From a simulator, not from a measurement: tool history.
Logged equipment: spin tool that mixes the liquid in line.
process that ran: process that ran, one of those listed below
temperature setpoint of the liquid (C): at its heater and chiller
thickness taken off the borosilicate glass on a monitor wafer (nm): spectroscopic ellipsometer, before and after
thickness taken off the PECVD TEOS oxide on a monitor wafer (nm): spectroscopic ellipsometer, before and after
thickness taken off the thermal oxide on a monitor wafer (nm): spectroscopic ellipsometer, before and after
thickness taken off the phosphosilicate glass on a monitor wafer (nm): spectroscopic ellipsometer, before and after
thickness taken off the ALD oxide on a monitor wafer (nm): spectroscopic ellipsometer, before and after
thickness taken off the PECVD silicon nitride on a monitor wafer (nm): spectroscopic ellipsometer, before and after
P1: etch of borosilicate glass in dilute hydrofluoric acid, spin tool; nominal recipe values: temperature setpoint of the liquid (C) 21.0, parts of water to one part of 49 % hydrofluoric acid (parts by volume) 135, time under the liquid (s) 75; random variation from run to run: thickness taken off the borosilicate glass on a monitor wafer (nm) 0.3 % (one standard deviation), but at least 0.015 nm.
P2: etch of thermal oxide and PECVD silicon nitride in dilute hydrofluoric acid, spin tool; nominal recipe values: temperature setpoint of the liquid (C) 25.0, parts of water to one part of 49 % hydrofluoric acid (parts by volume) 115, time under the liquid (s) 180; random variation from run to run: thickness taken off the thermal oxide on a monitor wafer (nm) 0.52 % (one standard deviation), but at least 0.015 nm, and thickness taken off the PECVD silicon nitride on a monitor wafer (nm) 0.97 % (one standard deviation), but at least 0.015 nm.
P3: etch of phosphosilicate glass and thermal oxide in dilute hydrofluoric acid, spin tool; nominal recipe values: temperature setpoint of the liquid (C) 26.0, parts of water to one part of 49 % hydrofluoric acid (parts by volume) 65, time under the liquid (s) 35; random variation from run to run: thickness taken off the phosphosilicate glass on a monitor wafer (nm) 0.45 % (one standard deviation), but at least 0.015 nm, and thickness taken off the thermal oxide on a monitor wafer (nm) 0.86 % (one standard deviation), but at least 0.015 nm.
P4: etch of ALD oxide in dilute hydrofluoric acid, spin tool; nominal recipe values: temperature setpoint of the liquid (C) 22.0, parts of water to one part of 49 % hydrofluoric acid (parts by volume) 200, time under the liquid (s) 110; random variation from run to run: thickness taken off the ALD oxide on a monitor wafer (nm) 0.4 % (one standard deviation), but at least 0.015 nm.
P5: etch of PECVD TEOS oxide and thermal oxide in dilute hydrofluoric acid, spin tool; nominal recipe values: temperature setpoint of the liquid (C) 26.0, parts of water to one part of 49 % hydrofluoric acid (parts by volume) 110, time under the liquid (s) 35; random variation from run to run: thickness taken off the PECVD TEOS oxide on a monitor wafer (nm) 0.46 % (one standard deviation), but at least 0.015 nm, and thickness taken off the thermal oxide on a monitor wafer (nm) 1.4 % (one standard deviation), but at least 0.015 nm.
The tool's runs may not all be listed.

run	hour	process that ran	temperature setpoint of the liquid (C)	parts of water to one part of 49 % hydrofluoric acid (parts by volume)	time under the liquid (s)	hours since the thermometer was replaced	hours since the hydrofluoric acid flow meter was replaced	thickness taken off the borosilicate glass on a monitor wafer (nm)	thickness taken off the PECVD TEOS oxide on a monitor wafer (nm)	thickness taken off the thermal oxide on a monitor wafer (nm)	thickness taken off the phosphosilicate glass on a monitor wafer (nm)	thickness taken off the ALD oxide on a monitor wafer (nm)	thickness taken off the PECVD silicon nitride on a monitor wafer (nm)
1	9.5	P1	21.0	135	75	731.8	243.0	22.2580					
2	20.3	P5	26.0	170	35	742.6	253.8		5.8110	0.95982			
3	32.5	P5	26.0	110	15	754.8	266.0		4.1231	0.69925			
4	40.6	P3	26.0	65	35	762.9	274.1			2.91500	36.347		
5	50.1	P5	26.0	110	35	772.4	283.6		9.6967	1.61530			
6	62.0	P5	18.5	110	35	784.3	295.5		7.1671	1.19460			
7	68.1	P3	26.0	65	35	790.4	301.6			2.95810	36.479		
8	74.5	P3	26.0	100	35	796.8	308.0			1.80190	22.696		
9	80.2	P1	26.0	135	75	802.5	313.7	26.8350					
10	86.8	P4	22.0	200	110	809.1	320.3					8.1762	
11	98.7	P2	25.0	115	350	821.0	332.2			14.55700			5.6691
12	105.5	P2	25.0	115	180	827.8	339.0			7.51880			2.8737
13	114.4	P4	17.0	200	110	836.7	347.9					6.7543	
14	125.3	P1	21.0	200	15	847.6	358.8	2.7823					
15	135.8	P2	20.0	115	180	858.1	369.3			6.14240			2.0859
16	147.1	P1	21.0	135	75	869.4	380.6	22.1350					
17	158.7	P1	21.0	135	20	881.0	392.2	5.8830					
18	168.8	P2	25.0	70	180	891.1	402.3			13.00500			4.7537
19	175.0	P1	21.0	180	40	897.3	408.5	8.4645					
20	180.8	P1	17.0	135	75	903.1	414.3	18.7660					
21	190.8	P1	21.0	135	75	913.1	424.3	22.2300					
22	201.9	P3	26.0	65	60	924.2	435.4			4.85560	62.660		
23	209.9	P4	22.0	200	155	932.2	443.4					11.5730	
24	222.4	P1	21.0	135	130	944.7	455.9	38.4620					
25	233.9	P1	21.0	135	75	956.2	467.4	22.0560					
26	240.5	P1	21.0	195	75	962.8	474.0	14.4250					
27	251.5	P3	19.0	65	35	973.8	485.0			2.18280	27.286		
28	264.0	P4	22.0	35	110	986.3	497.5					56.4280	
29	274.5	P1	21.0	50	75	996.8	508.0	65.7730					
30	283.6	P1	21.0	195	15	1005.9	517.1	2.8738					
31	295.5	P1	21.0	135	75	1017.8	529.0	22.2480					
32	306.1	P1	21.0	135	75	1028.4	539.6	22.6970					
33	313.2	P1	21.0	135	75	1035.5	546.7	22.9760					
34	321.2	P1	21.0	135	75	1043.5	554.7	23.1200					
35	327.0	P1	21.0	135	75	1049.3	560.5	23.2450					
36	334.9	P1	21.0	135	75	1057.2	568.4	23.3380					
37	343.1	P1	21.0	135	75	1065.4	576.6	23.3510					
38	349.1	P1	21.0	135	75	1071.4	582.6	23.3400					
39	355.8	P1	21.0	135	75	1078.1	589.3	23.5620					
40	367.9	P1	21.0	135	75	1090.2	601.4	23.5310					
41	374.6	P1	21.0	135	75	1096.9	608.1	23.5030					

What P1 gives has crept away from where it was. These 2 causes fit the log equally well, each at the size given:
A: liquid hotter than its thermometer reads (K) = 1.51
B: hydrofluoric acid flow above the setpoint (%) = 5.33
The process output started creeping at around hour 295.5.

You are offered 4 check runs, listed below with question marks in place of their results; each one averages 3 wafers. Which run separates the listed causes by giving clearly different results for each?
check 1	381.3	P5	26.0	110	35				?	?			
check 2	381.3	P4	22.0	200	110							?	
check 3	381.3	P2	25.0	115	180					?			?
check 4	381.3	P3	26.0	65	35					?	?		

Check results expected under each cause:
check	result	if A	if B
check 1	thickness taken off the PECVD TEOS oxide on a monitor wafer (nm)	10.2210	10.2330
check 1	thickness taken off the thermal oxide on a monitor wafer (nm)	1.73000	1.73210
check 2	thickness taken off the ALD oxide on a monitor wafer (nm)	8.6868	8.7373
check 3	thickness taken off the thermal oxide on a monitor wafer (nm)	7.92750	7.93480
check 3	thickness taken off the PECVD silicon nitride on a monitor wafer (nm)	3.1885	3.0453
check 4	thickness taken off the thermal oxide on a monitor wafer (nm)	3.08900	3.07790
check 4	thickness taken off the phosphosilicate glass on a monitor wafer (nm)	38.793	38.654
Per-check spread between the two closest causes, in the result where they differ most: check 1 0.12 %; check 2 0.58 %; check 3 4.59 %; check 4 0.36 %
Check 3 distinguishes between the causes, while the remaining checks would return nearly the same result for all of them.

The results of check 3 are: thickness taken off the thermal oxide on a monitor wafer (nm) 7.95940; thickness taken off the PECVD silicon nitride on a monitor wafer (nm) 3.1829. Based on these, which of the listed causes is it?

The cause is A: liquid hotter than its thermometer reads (K).
